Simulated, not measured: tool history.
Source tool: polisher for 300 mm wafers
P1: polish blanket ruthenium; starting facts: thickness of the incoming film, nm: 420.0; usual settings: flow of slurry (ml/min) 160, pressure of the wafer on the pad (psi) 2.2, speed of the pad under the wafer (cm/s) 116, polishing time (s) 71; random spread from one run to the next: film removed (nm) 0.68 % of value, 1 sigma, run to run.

| run | hour | flow of slurry (ml/min) | pressure of the wafer on the pad (psi) | speed of the pad under the wafer (cm/s) | polishing time (s) | wafers polished on this pad | hours since the slurry nozzle was cleaned | hours since the head pressure was calibrated | film removed (nm) |
|---|---|---|---|---|---|---|---|---|---|
| 1 | 13.2 | 160 | 2.2 | 116 | 71 | 752 | 79.9 | 574.7 | 91.323 |
| 2 | 31.1 | 160 | 2.2 | 116 | 111 | 904 | 97.8 | 592.6 | 143.280 |
| 3 | 41.5 | 160 | 2.2 | 116 | 71 | 992 | 108.2 | 603.0 | 90.684 |
| 4 | 51.1 | 160 | 2.2 | 116 | 71 | 1073 | 117.8 | 612.6 | 91.224 |
| 5 | 59.7 | 160 | 2.2 | 58 | 71 | 1146 | 126.4 | 621.2 | 45.325 |
| 6 | 70.0 | 160 | 1.7 | 116 | 39 | 1233 | 136.7 | 631.5 | 38.790 |
| 7 | 82.2 | 215 | 2.2 | 116 | 71 | 1336 | 148.9 | 643.7 | 95.424 |
| 8 | 98.6 | 160 | 3.5 | 116 | 71 | 1475 | 165.3 | 660.1 | 145.190 |
| 9 | 116.5 | 160 | 3.0 | 116 | 105 | 1626 | 183.2 | 678.0 | 184.550 |
| 10 | 135.7 | 160 | 2.2 | 116 | 71 | 1789 | 202.4 | 697.2 | 90.665 |
| 11 | 149.8 | 160 | 2.2 | 116 | 40 | 1908 | 216.5 | 711.3 | 50.600 |
| 12 | 160.2 | 95 | 2.2 | 116 | 71 | 1996 | 226.9 | 721.7 | 82.449 |
| 13 | 170.2 | 160 | 1.0 | 116 | 71 | 2081 | 236.9 | 731.7 | 41.740 |
| 14 | 185.4 | 160 | 2.2 | 170 | 71 | 2210 | 252.1 | 746.9 | 133.580 |
| 15 | 202.8 | 160 | 2.2 | 116 | 71 | 2357 | 269.5 | 764.3 | 90.794 |
| 16 | 221.6 | 160 | 2.2 | 116 | 71 | 2516 | 288.3 | 783.1 | 92.395 |
| 17 | 234.5 | 160 | 2.2 | 116 | 71 | 2625 | 301.2 | 796.0 | 88.415 |
| 18 | 251.8 | 160 | 2.2 | 116 | 71 | 2772 | 318.5 | 813.3 | 86.363 |
| 19 | 267.0 | 160 | 2.2 | 116 | 71 | 2900 | 333.7 | 828.5 | 86.919 |
| 20 | 279.9 | 160 | 2.2 | 116 | 71 | 3010 | 346.6 | 841.4 | 86.887 |
| 21 | 288.3 | 160 | 2.2 | 116 | 71 | 3081 | 355.0 | 849.8 | 84.275 |
| 22 | 304.8 | 160 | 2.2 | 116 | 71 | 3220 | 371.5 | 866.3 | 85.031 |
|  | 308.0 | worn pad replaced by a new one |
| 23 | 318.6 | 160 | 2.2 | 116 | 71 | 90 | 385.3 | 880.1 | 85.245 |
| 24 | 331.5 | 160 | 2.2 | 116 | 71 | 199 | 398.2 | 893.0 | 85.187 |
| 25 | 346.5 | 160 | 2.2 | 116 | 71 | 326 | 413.2 | 908.0 | 85.346 |

What P1 gives has crept off from where it sat before. The 2 causes that follow fit the log equally well, each at the size noted:
A: head's pressure below its setpoint, % = 6.92
B: slurry flow missing at the pad, % = 31
The gradual shift began around hour 221.6.
Each remaining cause and why it is not a fit:
removal rate lost through wear of the pad, %: its service at hour 308.0 followed the start of the drift and did not put the process back to its old value

Below are 4 check runs, each averaged over 3 wafers, with their results shown as question marks. Which of them would give clearly different results depending on which cause is behind the drift?
| check 1 | 361.5 | 160 | 2.2 | 92 | 86 |  |  |  | ? |
| check 2 | 361.5 | 160 | 2.8 | 116 | 110 |  |  |  | ? |
| check 3 | 361.5 | 105 | 1.0 | 116 | 71 |  |  |  | ? |
| check 4 | 361.5 | 160 | 2.2 | 146 | 71 |  |  |  | ? |

If the cause were each of the candidates in turn, the checks would give the following:
| check | result | if A | if B |
|---|---|---|---|
| check 1 | film removed (nm) | 81.621 | 81.615 |
| check 2 | film removed (nm) | 167.530 | 167.520 |
| check 3 | film removed (nm) | 35.527 | 34.384 |
| check 4 | film removed (nm) | 106.940 | 106.930 |
Smallest distance between any two causes, each pair judged by its most separating result, in per cent: check 1 0.01 %; check 2 0.01 %; check 3 3.27 %; check 4 0.01 %
Check 3 distinguishes between the causes, while the remaining checks would return nearly the same result for all of them.

The results of check 3 are: film removed (nm) 35.525. Based on these, which of the listed causes is it?

The correct cause is A, namely: head's pressure below its setpoint, %.
